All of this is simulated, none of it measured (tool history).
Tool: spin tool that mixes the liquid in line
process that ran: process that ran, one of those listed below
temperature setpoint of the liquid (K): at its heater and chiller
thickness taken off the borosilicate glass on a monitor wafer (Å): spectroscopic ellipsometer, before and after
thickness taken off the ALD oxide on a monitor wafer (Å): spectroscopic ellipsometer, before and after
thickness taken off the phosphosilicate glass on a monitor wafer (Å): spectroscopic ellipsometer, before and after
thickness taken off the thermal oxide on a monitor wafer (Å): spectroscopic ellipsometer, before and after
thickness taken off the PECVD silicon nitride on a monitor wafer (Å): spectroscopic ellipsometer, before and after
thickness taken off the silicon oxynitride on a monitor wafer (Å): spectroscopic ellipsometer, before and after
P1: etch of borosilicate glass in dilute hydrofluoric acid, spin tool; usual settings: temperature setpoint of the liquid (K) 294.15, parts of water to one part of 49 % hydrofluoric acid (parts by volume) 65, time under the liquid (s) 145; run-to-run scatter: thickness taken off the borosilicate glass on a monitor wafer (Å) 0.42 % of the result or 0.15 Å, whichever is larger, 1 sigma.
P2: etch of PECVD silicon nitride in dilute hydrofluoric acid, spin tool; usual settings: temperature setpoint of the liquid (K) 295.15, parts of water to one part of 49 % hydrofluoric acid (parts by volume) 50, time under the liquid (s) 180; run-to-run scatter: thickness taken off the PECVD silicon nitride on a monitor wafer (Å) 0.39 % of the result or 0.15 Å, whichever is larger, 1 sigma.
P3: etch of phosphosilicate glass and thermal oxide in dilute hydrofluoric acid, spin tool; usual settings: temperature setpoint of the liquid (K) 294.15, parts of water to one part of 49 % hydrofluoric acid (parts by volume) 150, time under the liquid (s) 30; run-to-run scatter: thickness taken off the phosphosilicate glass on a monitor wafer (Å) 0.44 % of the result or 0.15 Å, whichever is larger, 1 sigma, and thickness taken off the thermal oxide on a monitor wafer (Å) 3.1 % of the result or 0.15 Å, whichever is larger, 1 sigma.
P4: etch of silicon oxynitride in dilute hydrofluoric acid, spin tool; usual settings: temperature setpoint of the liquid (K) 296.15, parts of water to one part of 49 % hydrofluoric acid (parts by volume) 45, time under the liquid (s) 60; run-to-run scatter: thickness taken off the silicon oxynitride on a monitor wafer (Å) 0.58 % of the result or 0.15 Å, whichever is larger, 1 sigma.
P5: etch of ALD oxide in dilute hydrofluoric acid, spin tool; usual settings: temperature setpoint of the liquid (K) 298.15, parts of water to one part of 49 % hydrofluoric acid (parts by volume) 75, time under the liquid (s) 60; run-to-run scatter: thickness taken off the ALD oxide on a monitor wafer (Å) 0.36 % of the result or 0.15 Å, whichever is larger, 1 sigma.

run	hour	process that ran	temperature setpoint of the liquid (K)	parts of water to one part of 49 % hydrofluoric acid (parts by volume)	time under the liquid (s)	hours since the thermometer was replaced	hours since the hydrofluoric acid flow meter was replaced	thickness taken off the borosilicate glass on a monitor wafer (Å)	thickness taken off the ALD oxide on a monitor wafer (Å)	thickness taken off the phosphosilicate glass on a monitor wafer (Å)	thickness taken off the thermal oxide on a monitor wafer (Å)	thickness taken off the PECVD silicon nitride on a monitor wafer (Å)	thickness taken off the silicon oxynitride on a monitor wafer (Å)
1	5.7	P1	294.15	65	145	1690.1	399.1	495.86					
2	11.6	P5	298.15	75	60	1696	405		186.65				
3	18.9	P1	294.15	65	245	1703.3	412.3	840.8					
4	23.6	P5	298.15	25	60	1708	417		598.22				
5	31.1	P1	294.15	65	80	1715.5	424.5	275.86					
6	36.8	P5	298.15	75	95	1721.2	430.2		294.65				
7	42.3	P3	294.15	255	30	1726.7	435.7			122.49	4.1033		
8	47.9	P5	306.65	75	60	1732.3	441.3		258.08				
9	52.1	P3	294.15	150	60	1736.5	445.5			459.23	15.676		
10	59.4	P1	294.15	105	145	1743.8	452.8	292.96					
11	66.1	P2	295.15	75	180	1750.5	459.5					42.168	
12	70.5	P4	296.15	45	60	1754.9	463.9						45.271
13	75	P4	296.15	45	85	1759.4	468.4						64.066
14	82.8	P2	295.15	50	180	1767.2	476.2					62.668	
15	89.2	P4	296.15	65	60	1773.6	482.6						31.317
16	94.6	P2	295.15	50	50	1779	488					17.733	
17	98.7	P2	290.65	50	180	1783.1	492.1					45.81	
18	103.9	P5	298.15	75	60	1788.3	497.3		185.54				
# hour 110.4: hydrofluoric acid flow meter replaced
19	113	P1	294.15	65	145	1797.4	2.7	496.51					
20	118.5	P1	294.15	65	145	1802.9	8.2	498.61					
21	127.3	P1	294.15	65	145	1811.7	17	496.36					
22	136	P3	294.15	150	30	1820.4	25.7			229.78	7.5962		
23	145	P2	295.15	50	180	1829.4	34.7					63.058	
24	149.5	P1	300.15	65	145	1833.9	39.2	635.43					
25	154	P4	301.15	45	60	1838.4	43.7						57.62
26	162.8	P1	294.15	65	145	1847.2	52.5	498.47					
27	171	P3	290.65	150	30	1855.4	60.7			199.66	6.8094		
28	177	P1	294.15	65	145	1861.4	66.7	496.65					
29	182.7	P1	290.15	65	45	1867.1	72.4	130.73					
30	188.6	P1	294.15	100	280	1873	78.3	598.56					
31	193.1	P1	294.15	30	145	1877.5	82.8	1131.3					
32	199.5	P1	290.15	65	145	1883.9	89.2	422.57					
33	204.1	P1	294.15	65	145	1888.5	93.8	495.97					
34	208.7	P1	290.15	20	145	1893.1	98.4	1437.5					
35	215.8	P1	294.15	65	145	1900.2	105.5	499.03					
36	220.9	P1	294.15	65	145	1905.3	110.6	505.18					
37	228	P1	294.15	65	145	1912.4	117.7	512.87					
38	235.8	P1	294.15	65	145	1920.2	125.5	517.17					
39	240.7	P1	294.15	65	145	1925.1	130.4	523.33					
40	245.7	P1	294.15	65	145	1930.1	135.4	524.29					
41	251.5	P1	294.15	65	145	1935.9	141.2	527.08					
42	256.2	P1	294.15	65	145	1940.6	145.9	523.52					
43	263.3	P1	294.15	65	145	1947.7	153	525.14					
44	268.3	P1	294.15	65	145	1952.7	158	524.92					
45	275.5	P1	294.15	65	145	1959.9	165.2	526.09					

What P1 gives has crept away from where it was. These 2 causes fit the log equally well, each at the size given:
A: liquid hotter than its thermometer reads (K) = 1.38
B: hydrofluoric acid flow above the setpoint (%) = 5.43
The creep began at about hour 215.8.

4 check runs are offered, each on 2 wafers whose results are averaged, their results left as question marks. Which one tells the causes apart?
check 1	282.7	P5	301.65	75	60				?				
check 2	282.7	P4	299.15	45	60								?
check 3	282.7	P3	294.15	150	60					?	?		
check 4	282.7	P2	295.15	50	60							?	

What each check would give under each cause:
check	result	if A	if B
check 1	thickness taken off the ALD oxide on a monitor wafer (Å)	225.21	226.35
check 2	thickness taken off the silicon oxynitride on a monitor wafer (Å)	56.305	55.674
check 3	thickness taken off the phosphosilicate glass on a monitor wafer (Å)	486.49	490
check 3	thickness taken off the thermal oxide on a monitor wafer (Å)	16.38	16.498
check 4	thickness taken off the PECVD silicon nitride on a monitor wafer (Å)	23.082	22.126
How far apart the two closest causes lie, in the result that separates them most: check 1 0.51 %; check 2 1.13 %; check 3 0.72 %; check 4 4.23 %
Check 4 tells the causes apart: in the others they would give nearly the same result.

Then check 4 was run and gave: thickness taken off the PECVD silicon nitride on a monitor wafer (Å) 23.072. Which cause is it?

It is A: liquid hotter than its thermometer reads (K).
